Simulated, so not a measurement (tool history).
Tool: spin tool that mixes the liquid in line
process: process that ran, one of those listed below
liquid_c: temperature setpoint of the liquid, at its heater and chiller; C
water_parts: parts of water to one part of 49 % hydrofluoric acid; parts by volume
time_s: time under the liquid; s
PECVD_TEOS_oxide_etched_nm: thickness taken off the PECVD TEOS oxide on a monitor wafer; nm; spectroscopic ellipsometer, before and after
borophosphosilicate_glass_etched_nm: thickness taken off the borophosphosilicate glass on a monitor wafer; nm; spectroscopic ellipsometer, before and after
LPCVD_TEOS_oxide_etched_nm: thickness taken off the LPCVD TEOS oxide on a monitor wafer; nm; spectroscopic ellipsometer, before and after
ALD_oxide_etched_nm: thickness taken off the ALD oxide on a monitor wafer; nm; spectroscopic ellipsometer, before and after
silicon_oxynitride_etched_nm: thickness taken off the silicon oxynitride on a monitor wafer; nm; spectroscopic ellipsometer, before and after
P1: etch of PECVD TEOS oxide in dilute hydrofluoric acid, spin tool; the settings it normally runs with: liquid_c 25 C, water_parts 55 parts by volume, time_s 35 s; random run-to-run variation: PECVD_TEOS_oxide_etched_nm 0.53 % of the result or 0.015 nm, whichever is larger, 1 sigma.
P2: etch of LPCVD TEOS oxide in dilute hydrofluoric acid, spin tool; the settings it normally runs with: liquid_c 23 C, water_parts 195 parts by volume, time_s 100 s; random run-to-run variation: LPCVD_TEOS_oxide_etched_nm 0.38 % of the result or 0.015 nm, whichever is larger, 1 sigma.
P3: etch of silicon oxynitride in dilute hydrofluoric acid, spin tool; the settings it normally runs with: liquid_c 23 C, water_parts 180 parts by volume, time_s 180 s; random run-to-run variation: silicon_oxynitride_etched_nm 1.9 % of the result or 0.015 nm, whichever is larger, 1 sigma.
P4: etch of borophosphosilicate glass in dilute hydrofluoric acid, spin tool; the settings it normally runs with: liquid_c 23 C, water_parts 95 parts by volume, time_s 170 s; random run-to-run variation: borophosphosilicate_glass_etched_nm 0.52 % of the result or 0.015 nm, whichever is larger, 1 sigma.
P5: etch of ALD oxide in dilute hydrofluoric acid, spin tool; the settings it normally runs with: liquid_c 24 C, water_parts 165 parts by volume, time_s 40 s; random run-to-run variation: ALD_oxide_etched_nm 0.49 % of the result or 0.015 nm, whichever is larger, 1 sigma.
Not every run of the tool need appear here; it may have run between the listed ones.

run   hour  process  liquid_c  water_parts  time_s  hours since the thermometer was replaced  hours since the hydrofluoric acid flow meter was replaced  PECVD_TEOS_oxide_etched_nm  borophosphosilicate_glass_etched_nm  LPCVD_TEOS_oxide_etched_nm  ALD_oxide_etched_nm  silicon_oxynitride_etched_nm
  1   18.5       P1        25           55      35                                     564.1                                                     1369.7                      6.1853
  2   34.9       P4        23           95     170                                     580.5                                                     1386.1                                                           51.439
  3   52.7       P4        23           95      40                                     598.3                                                     1403.9                                                           12.291
  4   65.9       P2        23          195     100                                     611.5                                                     1417.1                                                                                       8.3021
  5   74.7       P1        25           55      35                                     620.3                                                     1425.9                      6.2089
  6   84.1       P1        25           55      35                                     629.7                                                     1435.3                      6.2268
  7   94.4       P1        21           55      60                                       640                                                     1445.6                      8.9904
  8  113.3       P5        24          285      40                                     658.9                                                     1464.5                                                                                                            2.4711
  9  131.5       P2        23           55     100                                     677.1                                                     1482.7                                                                                       34.494
     137.8  -- thermometer replaced
 10  140.7       P1        25           30      35                                       2.9                                                     1491.9                      11.742
 11  155.7       P3        23           60     180                                      17.9                                                     1506.9                                                                                                                                          4.0745
 12  173.2       P3        23          180     180                                      35.4                                                     1524.4                                                                                                                                          1.3248
 13  183.7       P1        33           55      35                                      45.9                                                     1534.9                      8.5836
 14  195.7       P2        23          195     100                                      57.9                                                     1546.9                                                                                       8.2952
 15    213       P1        25           55      15                                      75.2                                                     1564.2                      2.6892
 16  223.6       P2        23          195      20                                      85.8                                                     1574.8                                                                                        1.633
 17  235.2       P1        25           90      35                                      97.4                                                     1586.4                      3.6295
 18  243.5       P3        31          180     180                                     105.7                                                     1594.7                                                                                                                                          1.7946
 19  256.8       P2        17          195     100                                       119                                                       1608                                                                                       6.5938
 20  265.1       P5        24          165      80                                     127.3                                                     1616.3                                                                                                            9.7251
 21  280.2       P1        25           55      35                                     142.4                                                     1631.4                      6.2008
 22  293.8       P4        23           55     170                                       156                                                       1645                                                           94.088
 23  304.5       P1        17           55      35                                     166.7                                                     1655.7                      4.4283
 24  322.9       P5        24          165      40                                     185.1                                                     1674.1                                                                                                            4.8667
 25    332       P1        25           55      50                                     194.2                                                     1683.2                      8.7866
 26  340.9       P3        23          180     270                                     203.1                                                     1692.1                                                                                                                                          1.9173
 27  358.3       P1      32.5           90      35                                     220.5                                                     1709.5                      4.8136
 28  373.1       P4        23           95     170                                     235.3                                                     1724.3                                                            52.46
 29  389.9       P1        25           55      35                                     252.1                                                     1741.1                      6.1476
 30  404.7       P4      18.5           95     170                                     266.9                                                     1755.9                                                           43.171
 31  416.5       P5      29.5          165      40                                     278.7                                                     1767.7                                                                                                            5.9311
 32  434.6       P1        25           95      15                                     296.8                                                     1785.8                      1.4321
 33  453.6       P1        25           55      35                                     315.8                                                     1804.8                      6.2253
 34    470       P1        25           55      35                                     332.2                                                     1821.2                      6.1964
 35  485.3       P1        25           55      35                                     347.5                                                     1836.5                      5.8902
 36  504.2       P1        25           55      35                                     366.4                                                     1855.4                      5.7516
 37  521.8       P1        25           55      35                                       384                                                       1873                      5.6984
 38  537.6       P1        25           55      35                                     399.8                                                     1888.8                      5.6447
 39  548.8       P1        25           55      35                                       411                                                       1900                      5.6388
 40  566.6       P1        25           55      35                                     428.8                                                     1917.8                      5.5719

The output of P1 has drifted from where it used to be. Each of the 2 causes below, taken at the size shown beside it, accounts for the log equally well:
A: hydrofluoric acid flow below the setpoint (%) = 8.74
B: liquid colder than its thermometer reads (K) = 2.4
The creep began at about hour 470.

Consider the 4 check runs below, whose results appear as question marks and each of which averages 3 wafers. Which one distinguishes the causes, in that each cause would give it a clearly different result?
check 1  584.4       P3        30          105     180                                                                                                                                                                                                                                                    ?
check 2  584.4       P4        23           65      60                                                                                                                                                                     ?
check 3  584.4       P2        23          100      55                                                                                                                                                                                                 ?
check 4  584.4       P5        24          270      60                                                                                                                                                                                                                      ?

What every check run would give for each of its results, assuming each possible cause in turn:
  check                               result    if A    if B
check 1         silicon_oxynitride_etched_nm  2.9051  2.8856
check 2  borophosphosilicate_glass_etched_nm  25.193  25.192
check 3           LPCVD_TEOS_oxide_etched_nm  8.9456  8.9985
check 4                  ALD_oxide_etched_nm  3.5479  3.6593
How far apart the two closest causes lie, in the result that separates them most: check 1 0.67 %; check 2 0 %; check 3 0.59 %; check 4 3.09 %
Of the check runs offered, only check 4 discriminates between the causes; the rest would read about the same regardless of which cause applies.

Then check 4 was run and gave: ALD_oxide_etched_nm 3.5359 nm. Which cause is it?

The cause is A: hydrofluoric acid flow below the setpoint (%).
